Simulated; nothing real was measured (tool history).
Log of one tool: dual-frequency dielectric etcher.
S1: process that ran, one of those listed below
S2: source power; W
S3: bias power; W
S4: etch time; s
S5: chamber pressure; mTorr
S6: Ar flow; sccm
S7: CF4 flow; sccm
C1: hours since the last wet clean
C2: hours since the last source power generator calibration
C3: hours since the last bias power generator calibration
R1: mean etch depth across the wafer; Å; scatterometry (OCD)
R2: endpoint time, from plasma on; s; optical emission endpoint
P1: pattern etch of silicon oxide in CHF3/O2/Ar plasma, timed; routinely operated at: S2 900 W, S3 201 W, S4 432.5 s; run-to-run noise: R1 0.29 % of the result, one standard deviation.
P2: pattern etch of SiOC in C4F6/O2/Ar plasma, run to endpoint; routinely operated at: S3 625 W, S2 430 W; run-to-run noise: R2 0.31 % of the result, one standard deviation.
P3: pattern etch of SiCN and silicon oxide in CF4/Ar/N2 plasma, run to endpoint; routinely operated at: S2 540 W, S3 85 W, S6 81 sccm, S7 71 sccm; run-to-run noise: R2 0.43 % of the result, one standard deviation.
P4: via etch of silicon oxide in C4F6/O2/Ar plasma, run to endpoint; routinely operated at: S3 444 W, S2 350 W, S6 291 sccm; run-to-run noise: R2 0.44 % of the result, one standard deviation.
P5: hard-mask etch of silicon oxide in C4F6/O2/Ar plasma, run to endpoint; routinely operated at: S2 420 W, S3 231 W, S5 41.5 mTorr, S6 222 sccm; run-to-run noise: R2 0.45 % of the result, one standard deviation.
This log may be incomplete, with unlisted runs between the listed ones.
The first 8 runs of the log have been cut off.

run   hour  S1    S2   S3     S4    S5   S6  S7     C1      C2      C3      R1      R2
  9  137.7  P1   900  201  432.5                 451.8  1068.7   953.2   10384
 10  154.3  P1   900  249  432.5                 468.4  1085.3   969.8   11237
 11  169.8  P4   350  265               291      483.9  1100.8   985.3          42.848
 12    182  P5   420  231         41.5  289      496.1    1113   997.5          70.608
 13  192.8  P1   900  159  432.5                 506.9  1123.8  1008.3  9650.2
 14  209.9  P4   350  444               192        524  1140.9  1025.4          34.068
 15  221.2  P3   540   85                99  71  535.3  1152.2  1036.7          8.9416
 16  234.8  P4   430  444               291      548.9  1165.8  1050.3           33.08
 17  245.8  P2   610  625                        559.9  1176.8  1061.3          11.382
 18    254  P5   420  180         41.5  222      568.1    1185  1069.5          74.742
 19  266.5  P4   350  444               291      580.6  1197.5    1082          35.528
 20  284.8  P2   430  496                        598.9  1215.8  1100.3          14.079
 21  297.4  P1   900  201  432.5                 611.5  1228.4  1112.9   10379
 22  310.3  P1   900  201  596.5                 624.4  1241.3  1125.8   14373
 23  325.5  P3   540   55                81  71  639.6  1256.5    1141          9.9574
 24    342  P3   540   85                81  88  656.1    1273  1157.5          8.4101
 25  350.9  P2   430  625                          665  1281.9  1166.4          12.952
 26  368.9  P1   570  278  432.5                   683  1299.9  1184.4  9795.8
 27  377.3  P1  1120  201  432.5                 691.4  1308.3  1192.8   11343
 28  392.9  P1   900  201  432.5                   707  1323.9  1208.4   10397
 29  402.3  P3   650   85                81  71  716.4  1333.3  1217.8          7.3291
 30  418.2  P5   280  231         41.5  222      732.3  1349.2  1233.7          80.546

The next listed run, before its measurement:
 31  435.4  P1  900  201  290.5              749.5  1366.4  1250.9   ?

R1: 6994.9 Å
